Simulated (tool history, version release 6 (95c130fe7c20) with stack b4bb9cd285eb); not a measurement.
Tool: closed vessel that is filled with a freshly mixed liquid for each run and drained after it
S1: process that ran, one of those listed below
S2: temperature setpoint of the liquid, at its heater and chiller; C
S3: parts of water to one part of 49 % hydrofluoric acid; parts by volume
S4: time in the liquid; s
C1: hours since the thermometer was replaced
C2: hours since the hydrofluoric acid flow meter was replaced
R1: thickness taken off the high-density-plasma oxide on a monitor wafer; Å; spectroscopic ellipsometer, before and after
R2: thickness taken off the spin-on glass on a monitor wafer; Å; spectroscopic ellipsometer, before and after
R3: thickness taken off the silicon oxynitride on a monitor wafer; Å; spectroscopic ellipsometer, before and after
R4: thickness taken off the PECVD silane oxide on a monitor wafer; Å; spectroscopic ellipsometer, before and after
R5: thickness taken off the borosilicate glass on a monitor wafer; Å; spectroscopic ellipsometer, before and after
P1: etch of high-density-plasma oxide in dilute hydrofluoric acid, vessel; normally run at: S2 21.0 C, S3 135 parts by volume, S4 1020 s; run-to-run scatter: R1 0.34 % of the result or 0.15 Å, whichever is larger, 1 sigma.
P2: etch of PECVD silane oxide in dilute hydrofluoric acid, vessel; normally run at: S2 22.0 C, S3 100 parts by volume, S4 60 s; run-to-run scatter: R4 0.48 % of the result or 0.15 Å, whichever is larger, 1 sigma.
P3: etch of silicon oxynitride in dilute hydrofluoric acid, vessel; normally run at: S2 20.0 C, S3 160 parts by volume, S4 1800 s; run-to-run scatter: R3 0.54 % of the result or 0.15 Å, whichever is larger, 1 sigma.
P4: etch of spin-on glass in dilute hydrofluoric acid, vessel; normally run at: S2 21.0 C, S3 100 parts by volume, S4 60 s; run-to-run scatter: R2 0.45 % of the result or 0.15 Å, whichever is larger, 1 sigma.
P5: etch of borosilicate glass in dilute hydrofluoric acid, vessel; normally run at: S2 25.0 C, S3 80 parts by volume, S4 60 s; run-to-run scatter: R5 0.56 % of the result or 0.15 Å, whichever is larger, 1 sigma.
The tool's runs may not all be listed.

Run 1, day 0.417: S1 P1, S2 21.0 C, S3 135 parts by volume, S4 1020 s; C1 1425.6; C2 348.6. Result: R1 319.66 Å.
Run 2, day 0.683: S1 P4, S2 21.0 C, S3 175 parts by volume, S4 60 s; C1 1432.0; C2 355.0. Result: R2 112.20 Å.
Run 3, day 1.171: S1 P1, S2 17.0 C, S3 135 parts by volume, S4 1845 s; C1 1443.7; C2 366.7. Result: R1 490.06 Å.
Run 4, day 1.771: S1 P1, S2 17.0 C, S3 135 parts by volume, S4 1020 s; C1 1458.1; C2 381.1. Result: R1 268.31 Å.
At day 1.812: thermometer replaced.
Run 5, day 2.221: S1 P3, S2 17.0 C, S3 160 parts by volume, S4 1800 s; C1 9.9; C2 391.9. Result: R3 112.68 Å.
Run 6, day 2.608: S1 P1, S2 21.0 C, S3 135 parts by volume, S4 1755 s; C1 19.2; C2 401.2. Result: R1 548.04 Å.
Run 7, day 3.104: S1 P1, S2 21.0 C, S3 135 parts by volume, S4 1020 s; C1 31.1; C2 413.1. Result: R1 317.73 Å.
Run 8, day 3.688: S1 P1, S2 28.5 C, S3 135 parts by volume, S4 1020 s; C1 45.1; C2 427.1. Result: R1 422.73 Å.
Run 9, day 4.050: S1 P2, S2 22.0 C, S3 165 parts by volume, S4 60 s; C1 53.8; C2 435.8. Result: R4 92.216 Å.
Run 10, day 4.417: S1 P3, S2 20.0 C, S3 160 parts by volume, S4 1800 s; C1 62.6; C2 444.6. Result: R3 130.09 Å.
Run 11, day 4.858: S1 P5, S2 25.0 C, S3 145 parts by volume, S4 60 s; C1 73.2; C2 455.2. Result: R5 124.57 Å.
Run 12, day 5.296: S1 P5, S2 18.0 C, S3 80 parts by volume, S4 60 s; C1 83.7; C2 465.7. Result: R5 182.33 Å.
Run 13, day 5.750: S1 P1, S2 21.0 C, S3 135 parts by volume, S4 1020 s; C1 94.6; C2 476.6. Result: R1 318.97 Å.
Run 14, day 6.162: S1 P1, S2 21.0 C, S3 240 parts by volume, S4 1020 s; C1 104.5; C2 486.5. Result: R1 160.03 Å.
Run 15, day 6.712: S1 P1, S2 21.0 C, S3 195 parts by volume, S4 1595 s; C1 117.7; C2 499.7. Result: R1 323.22 Å.
Run 16, day 7.054: S1 P4, S2 27.5 C, S3 100 parts by volume, S4 60 s; C1 125.9; C2 507.9. Result: R2 278.53 Å.
Run 17, day 7.492: S1 P5, S2 25.0 C, S3 80 parts by volume, S4 110 s; C1 136.4; C2 518.4. Result: R5 446.29 Å.
Run 18, day 7.867: S1 P4, S2 21.0 C, S3 100 parts by volume, S4 60 s; C1 145.4; C2 527.4. Result: R2 213.55 Å.
Run 19, day 8.446: S1 P1, S2 21.0 C, S3 65 parts by volume, S4 1020 s; C1 159.3; C2 541.3. Result: R1 712.75 Å.
Run 20, day 8.871: S1 P5, S2 25.0 C, S3 80 parts by volume, S4 60 s; C1 169.5; C2 551.5. Result: R5 242.38 Å.

Forecast run 21:
Run 21, day 9.196: S1 P4, S2 21.0 C, S3 100 parts by volume, S4 30 s; C1 177.3; C2 559.3. Result: R2 ?.

R2: 106.46 Å

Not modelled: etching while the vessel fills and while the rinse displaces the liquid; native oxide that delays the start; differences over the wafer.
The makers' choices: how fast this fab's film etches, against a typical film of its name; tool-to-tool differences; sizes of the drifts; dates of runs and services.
